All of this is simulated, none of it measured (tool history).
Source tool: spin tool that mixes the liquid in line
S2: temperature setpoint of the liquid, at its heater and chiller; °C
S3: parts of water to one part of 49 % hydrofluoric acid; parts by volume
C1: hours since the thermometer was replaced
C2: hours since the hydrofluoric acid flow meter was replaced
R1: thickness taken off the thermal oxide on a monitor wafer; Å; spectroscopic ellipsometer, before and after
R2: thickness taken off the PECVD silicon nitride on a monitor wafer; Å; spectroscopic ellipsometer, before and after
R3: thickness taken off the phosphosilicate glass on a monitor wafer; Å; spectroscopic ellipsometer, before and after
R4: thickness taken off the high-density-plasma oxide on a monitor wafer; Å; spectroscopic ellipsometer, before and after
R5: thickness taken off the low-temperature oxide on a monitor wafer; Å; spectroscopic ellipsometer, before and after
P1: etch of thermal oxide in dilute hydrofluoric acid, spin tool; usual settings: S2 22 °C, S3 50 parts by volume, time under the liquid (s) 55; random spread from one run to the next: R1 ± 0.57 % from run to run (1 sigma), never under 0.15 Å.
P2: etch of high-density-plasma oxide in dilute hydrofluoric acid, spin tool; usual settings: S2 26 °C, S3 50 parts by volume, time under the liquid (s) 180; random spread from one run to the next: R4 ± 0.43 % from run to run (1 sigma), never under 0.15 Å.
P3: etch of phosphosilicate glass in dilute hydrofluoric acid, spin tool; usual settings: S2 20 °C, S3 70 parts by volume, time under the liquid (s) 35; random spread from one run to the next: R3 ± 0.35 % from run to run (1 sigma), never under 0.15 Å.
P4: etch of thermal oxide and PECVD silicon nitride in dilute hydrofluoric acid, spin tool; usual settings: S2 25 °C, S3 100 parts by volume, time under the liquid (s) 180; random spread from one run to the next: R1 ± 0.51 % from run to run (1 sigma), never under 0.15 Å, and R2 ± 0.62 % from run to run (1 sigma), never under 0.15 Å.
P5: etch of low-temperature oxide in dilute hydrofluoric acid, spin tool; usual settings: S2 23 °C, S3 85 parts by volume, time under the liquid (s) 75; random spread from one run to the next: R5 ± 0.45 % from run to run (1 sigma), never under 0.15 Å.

Run 1, day 0.146: process that ran P1, S2 22 °C, S3 50 parts by volume, time under the liquid (s) 55; C1 1070.3; C2 116.5. Result: R1 51.717 Å.
Run 2, day 0.421: process that ran P4, S2 25 °C, S3 55 parts by volume, time under the liquid (s) 180; C1 1076.9; C2 123.1. Result: R1 162.37 Å, R2 98.591 Å.
Run 3, day 0.6: process that ran P3, S2 20 °C, S3 70 parts by volume, time under the liquid (s) 35; C1 1081.2; C2 127.4. Result: R3 455.48 Å.
Run 4, day 0.804: process that ran P2, S2 26 °C, S3 50 parts by volume, time under the liquid (s) 15; C1 1086.1; C2 132.3. Result: R4 16.946 Å.
Run 5, day 1.112: process that ran P5, S2 23 °C, S3 40 parts by volume, time under the liquid (s) 75; C1 1093.5; C2 139.7. Result: R5 312.74 Å.
Run 6, day 1.396: process that ran P1, S2 22 °C, S3 50 parts by volume, time under the liquid (s) 55; C1 1100.3; C2 146.5. Result: R1 52.446 Å.
Run 7, day 1.679: process that ran P1, S2 22 °C, S3 50 parts by volume, time under the liquid (s) 55; C1 1107.1; C2 153.3. Result: R1 52.119 Å.
Run 8, day 1.983: process that ran P1, S2 22 °C, S3 50 parts by volume, time under the liquid (s) 55; C1 1114.4; C2 160.6. Result: R1 51.935 Å.
Run 9, day 2.204: process that ran P3, S2 20 °C, S3 70 parts by volume, time under the liquid (s) 35; C1 1119.7; C2 165.9. Result: R3 457.58 Å.
Run 10, day 2.429: process that ran P5, S2 23 °C, S3 85 parts by volume, time under the liquid (s) 75; C1 1125.1; C2 171.3. Result: R5 138.66 Å.
Run 11, day 2.592: process that ran P2, S2 26 °C, S3 30 parts by volume, time under the liquid (s) 180; C1 1129; C2 175.2. Result: R4 352.95 Å.
Run 12, day 2.833: process that ran P4, S2 18.5 °C, S3 100 parts by volume, time under the liquid (s) 180; C1 1134.8; C2 181. Result: R1 64.956 Å, R2 34.783 Å.
Run 13, day 2.975: process that ran P1, S2 22 °C, S3 50 parts by volume, time under the liquid (s) 55; C1 1138.2; C2 184.4. Result: R1 52.188 Å.
Run 14, day 3.146: process that ran P1, S2 22 °C, S3 20 parts by volume, time under the liquid (s) 55; C1 1142.3; C2 188.5. Result: R1 134.42 Å.
Run 15, day 3.4: process that ran P3, S2 20 °C, S3 70 parts by volume, time under the liquid (s) 65; C1 1148.4; C2 194.6. Result: R3 851.58 Å.
Run 16, day 3.688: process that ran P2, S2 26 °C, S3 50 parts by volume, time under the liquid (s) 180; C1 1155.3; C2 201.5. Result: R4 205.14 Å.
Run 17, day 3.954: process that ran P1, S2 17 °C, S3 50 parts by volume, time under the liquid (s) 55; C1 1161.7; C2 207.9. Result: R1 41.92 Å.
Run 18, day 4.154: process that ran P4, S2 25 °C, S3 100 parts by volume, time under the liquid (s) 180; C1 1166.5; C2 212.7. Result: R1 83.357 Å, R2 53.51 Å.
Run 19, day 4.379: process that ran P1, S2 22 °C, S3 50 parts by volume, time under the liquid (s) 85; C1 1171.9; C2 218.1. Result: R1 80.102 Å.
Run 20, day 4.562: process that ran P3, S2 20 °C, S3 120 parts by volume, time under the liquid (s) 35; C1 1176.3; C2 222.5. Result: R3 251.49 Å.
Run 21, day 4.788: process that ran P5, S2 23 °C, S3 85 parts by volume, time under the liquid (s) 15; C1 1181.7; C2 227.9. Result: R5 27.076 Å.
Run 22, day 5.004: process that ran P1, S2 22 °C, S3 85 parts by volume, time under the liquid (s) 55; C1 1186.9; C2 233.1. Result: R1 29.206 Å.
Run 23, day 5.167: process that ran P5, S2 28 °C, S3 85 parts by volume, time under the liquid (s) 75; C1 1190.8; C2 237. Result: R5 168.06 Å.
Run 24, day 5.421: process that ran P2, S2 29.5 °C, S3 50 parts by volume, time under the liquid (s) 180; C1 1196.9; C2 243.1. Result: R4 236.04 Å.
At day 5.604: thermometer replaced.
Run 25, day 5.667: process that ran P1, S2 22 °C, S3 50 parts by volume, time under the liquid (s) 20; C1 1.6; C2 249. Result: R1 18.836 Å.
Run 26, day 5.871: process that ran P1, S2 17 °C, S3 50 parts by volume, time under the liquid (s) 15; C1 6.5; C2 253.9. Result: R1 11.781 Å.
Run 27, day 6.138: process that ran P4, S2 25 °C, S3 100 parts by volume, time under the liquid (s) 270; C1 12.9; C2 260.3. Result: R1 126.19 Å, R2 80.833 Å.
Run 28, day 6.346: process that ran P1, S2 26.5 °C, S3 50 parts by volume, time under the liquid (s) 55; C1 17.9; C2 265.3. Result: R1 62.517 Å.
Run 29, day 6.533: process that ran P3, S2 25.5 °C, S3 70 parts by volume, time under the liquid (s) 35; C1 22.4; C2 269.8. Result: R3 574.03 Å.
Run 30, day 6.717: process that ran P4, S2 25 °C, S3 100 parts by volume, time under the liquid (s) 180; C1 26.8; C2 274.2. Result: R1 84.869 Å, R2 54.297 Å.
Run 31, day 6.971: process that ran P5, S2 23 °C, S3 85 parts by volume, time under the liquid (s) 75; C1 32.9; C2 280.3. Result: R5 137.39 Å.
Run 32, day 7.288: process that ran P1, S2 22 °C, S3 50 parts by volume, time under the liquid (s) 55; C1 40.5; C2 287.9. Result: R1 52.039 Å.
Run 33, day 7.458: process that ran P1, S2 22 °C, S3 50 parts by volume, time under the liquid (s) 55; C1 44.6; C2 292. Result: R1 52.225 Å.
Run 34, day 7.688: process that ran P1, S2 22 °C, S3 50 parts by volume, time under the liquid (s) 55; C1 50.1; C2 297.5. Result: R1 54.248 Å.
Run 35, day 7.867: process that ran P1, S2 22 °C, S3 50 parts by volume, time under the liquid (s) 55; C1 54.4; C2 301.8. Result: R1 55.809 Å.
Run 36, day 8.162: process that ran P1, S2 22 °C, S3 50 parts by volume, time under the liquid (s) 55; C1 61.5; C2 308.9. Result: R1 56.122 Å.
Run 37, day 8.438: process that ran P1, S2 22 °C, S3 50 parts by volume, time under the liquid (s) 55; C1 68.1; C2 315.5. Result: R1 57.153 Å.
Run 38, day 8.754: process that ran P1, S2 22 °C, S3 50 parts by volume, time under the liquid (s) 55; C1 75.7; C2 323.1. Result: R1 57.019 Å.
Run 39, day 8.942: process that ran P1, S2 22 °C, S3 50 parts by volume, time under the liquid (s) 55; C1 80.2; C2 327.6. Result: R1 58.113 Å.
Run 40, day 9.083: process that ran P1, S2 22 °C, S3 50 parts by volume, time under the liquid (s) 55; C1 83.6; C2 331. Result: R1 57.651 Å.
Run 41, day 9.4: process that ran P1, S2 22 °C, S3 50 parts by volume, time under the liquid (s) 55; C1 91.2; C2 338.6. Result: R1 56.764 Å.

What P1 gives has crept away from where it was. These 2 causes fit the log equally well, each at the size given:
A: liquid hotter than its thermometer reads (K) = 2.43
B: hydrofluoric acid flow above the setpoint (%) = 9.93
At approximately day 7.458, the process output began to creep.

Of the 4 check runs listed below, each run on one wafer and each result written as a question mark, which would let you distinguish the listed causes because they would give clearly different results?
Run check 1, day 9.717: process that ran P4, S2 25 °C, S3 100 parts by volume, time under the liquid (s) 180. Result: R1 ?, R2 ?.
Run check 2, day 9.717: process that ran P5, S2 23 °C, S3 85 parts by volume, time under the liquid (s) 75. Result: R5 ?.
Run check 3, day 9.717: process that ran P3, S2 20 °C, S3 70 parts by volume, time under the liquid (s) 35. Result: R3 ?.
Run check 4, day 9.717: process that ran P2, S2 26 °C, S3 50 parts by volume, time under the liquid (s) 180. Result: R4 ?.

How each check would come out, cause by cause:
  check  result    if A    if B
check 1      R1  92.661  93.754
check 1      R2  62.964  59.083
check 2      R5  152.04  153.11
check 3      R3   505.3  505.95
check 4      R4  226.58  227.39
Separation of the two closest causes in each check, using whichever result separates them best: check 1 6.36 %; check 2 0.7 %; check 3 0.13 %; check 4 0.36 %
Check 1 is the one run that separates the causes; every other check would come out nearly the same whichever cause is at work.

Check 1 has now been run. It gave: R1 93.84 Å; R2 59.415 Å. Which of the candidate causes is it?

B is the cause: hydrofluoric acid flow above the setpoint (%).
